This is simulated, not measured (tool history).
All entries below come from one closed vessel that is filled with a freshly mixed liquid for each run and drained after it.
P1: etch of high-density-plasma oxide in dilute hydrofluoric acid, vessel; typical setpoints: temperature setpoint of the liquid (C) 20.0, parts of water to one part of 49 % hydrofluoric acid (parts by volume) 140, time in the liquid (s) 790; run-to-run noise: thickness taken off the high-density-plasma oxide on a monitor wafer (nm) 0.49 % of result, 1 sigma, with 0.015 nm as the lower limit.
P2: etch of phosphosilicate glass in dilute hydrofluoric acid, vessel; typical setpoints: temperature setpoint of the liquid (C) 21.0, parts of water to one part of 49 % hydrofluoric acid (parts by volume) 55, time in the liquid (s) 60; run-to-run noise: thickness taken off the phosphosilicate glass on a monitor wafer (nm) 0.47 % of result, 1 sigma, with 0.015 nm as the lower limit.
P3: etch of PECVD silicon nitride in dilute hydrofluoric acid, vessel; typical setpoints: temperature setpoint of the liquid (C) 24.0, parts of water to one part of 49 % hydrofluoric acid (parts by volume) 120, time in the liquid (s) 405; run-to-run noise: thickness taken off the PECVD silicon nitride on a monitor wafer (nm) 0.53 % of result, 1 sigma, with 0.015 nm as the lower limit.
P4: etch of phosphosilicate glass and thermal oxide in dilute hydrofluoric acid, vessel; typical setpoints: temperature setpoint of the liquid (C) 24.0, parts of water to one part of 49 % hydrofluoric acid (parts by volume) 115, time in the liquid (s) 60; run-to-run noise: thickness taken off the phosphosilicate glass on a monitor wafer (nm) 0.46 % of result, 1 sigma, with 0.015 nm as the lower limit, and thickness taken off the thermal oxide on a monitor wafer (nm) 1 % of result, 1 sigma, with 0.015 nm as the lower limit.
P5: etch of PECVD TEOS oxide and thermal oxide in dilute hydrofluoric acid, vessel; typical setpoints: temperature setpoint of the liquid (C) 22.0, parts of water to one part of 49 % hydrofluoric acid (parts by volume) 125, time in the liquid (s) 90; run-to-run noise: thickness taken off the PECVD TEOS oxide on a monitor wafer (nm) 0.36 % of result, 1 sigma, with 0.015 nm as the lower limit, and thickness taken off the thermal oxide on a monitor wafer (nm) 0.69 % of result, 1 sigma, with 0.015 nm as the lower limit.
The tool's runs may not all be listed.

run,hour,process that ran,temperature setpoint of the liquid (C),parts of water to one part of 49 % hydrofluoric acid (parts by volume),time in the liquid (s),thickness taken off the high-density-plasma oxide on a monitor wafer (nm),thickness taken off the phosphosilicate glass on a monitor wafer (nm),thickness taken off the thermal oxide on a monitor wafer (nm),thickness taken off the PECVD silicon nitride on a monitor wafer (nm),thickness taken off the PECVD TEOS oxide on a monitor wafer (nm)
1,6.0,P1,20.0,140,790,53.5360,,,,
2,17.1,P2,21.0,55,85,,110.960,,,
3,26.6,P1,20.0,140,790,52.5850,,,,
4,32.7,P4,24.0,115,90,,96.293,3.4103,,
# hour 38.0: hydrofluoric acid flow meter replaced
5,39.6,P1,20.0,140,790,52.8460,,,,
6,50.1,P3,24.0,175,405,,,,6.9597,
7,61.8,P1,20.0,140,790,53.1920,,,,
8,71.1,P4,24.0,115,60,,64.567,2.2600,,
9,83.7,P1,20.0,140,1205,80.0900,,,,
10,93.2,P2,21.0,55,60,,77.627,,,
11,101.0,P3,24.0,120,405,,,,10.1750,
12,110.9,P3,28.5,120,405,,,,13.6840,
13,119.9,P1,20.0,140,125,8.4235,,,,
14,131.7,P5,22.0,125,90,,,2.8930,,7.0982
15,140.2,P3,24.0,120,765,,,,19.4560,
16,146.1,P5,22.0,125,50,,,1.5970,,3.9205
17,156.9,P3,24.0,120,405,,,,10.1410,
18,163.7,P2,21.0,25,60,,177.650,,,
19,171.4,P5,22.0,30,90,,,13.3990,,33.1350
20,178.1,P1,20.0,140,790,52.7800,,,,
21,185.7,P1,25.0,140,790,64.6290,,,,
22,197.2,P1,23.5,235,790,32.9310,,,,
23,203.6,P1,17.0,140,790,46.7190,,,,
24,213.5,P4,24.0,185,60,,37.131,1.3168,,
25,224.2,P1,20.0,140,790,53.0000,,,,
26,236.4,P5,29.5,125,90,,,3.8291,,9.4352
# hour 237.6: thermometer replaced
27,243.8,P1,20.0,85,130,15.1520,,,,
28,255.2,P4,29.0,115,60,,77.865,2.7785,,
29,262.2,P2,17.0,55,60,,65.630,,,
30,268.6,P1,20.0,80,790,99.3330,,,,
31,278.6,P2,21.0,55,60,,78.051,,,
32,291.3,P1,20.0,205,790,34.0130,,,,
33,299.0,P1,20.0,140,790,52.6340,,,,
34,311.7,P1,20.0,140,790,53.0330,,,,
35,317.2,P1,20.0,140,790,52.3870,,,,
36,329.8,P1,20.0,140,790,49.9430,,,,
37,335.7,P1,20.0,140,790,50.3250,,,,
38,344.4,P1,20.0,140,790,50.1130,,,,
39,356.6,P1,20.0,140,790,49.4800,,,,
40,362.3,P1,20.0,140,790,49.3410,,,,

What P1 gives has crept off from where it sat before. The 2 causes that follow fit the log equally well, each at the size noted:
A: liquid colder than its thermometer reads (K) = 1.68
B: hydrofluoric acid flow below the setpoint (%) = 5.72
The process output started creeping at around hour 311.7.

The check runs listed below each take one wafer, and their results are still question marks. Under which run would the listed causes lead to clearly different results?
check 1,368.0,P4,24.0,115,60,,?,?,,
check 2,368.0,P2,21.0,55,60,,?,,,
check 3,368.0,P5,22.0,125,90,,,?,,?
check 4,368.0,P3,24.0,120,405,,,,?,

If the cause were each of the candidates in turn, the checks would give the following:
check,result,if A,if B
check 1,thickness taken off the phosphosilicate glass on a monitor wafer (nm),60.580,60.525
check 1,thickness taken off the thermal oxide on a monitor wafer (nm),2.1141,2.1122
check 2,thickness taken off the phosphosilicate glass on a monitor wafer (nm),72.599,73.181
check 3,thickness taken off the thermal oxide on a monitor wafer (nm),2.6664,2.6659
check 3,thickness taken off the PECVD TEOS oxide on a monitor wafer (nm),6.6218,6.6203
check 4,thickness taken off the PECVD silicon nitride on a monitor wafer (nm),9.1653,9.6575
Distance between the nearest two causes, measured in the result of the check that separates them most: check 1 0.09 %; check 2 0.8 %; check 3 0.02 %; check 4 5.23 %
Only check 4 tells the causes apart: in the others they would give nearly the same result.

Then check 4 was run and gave: thickness taken off the PECVD silicon nitride on a monitor wafer (nm) 9.6378. Which cause is it?

It is B: hydrofluoric acid flow below the setpoint (%).
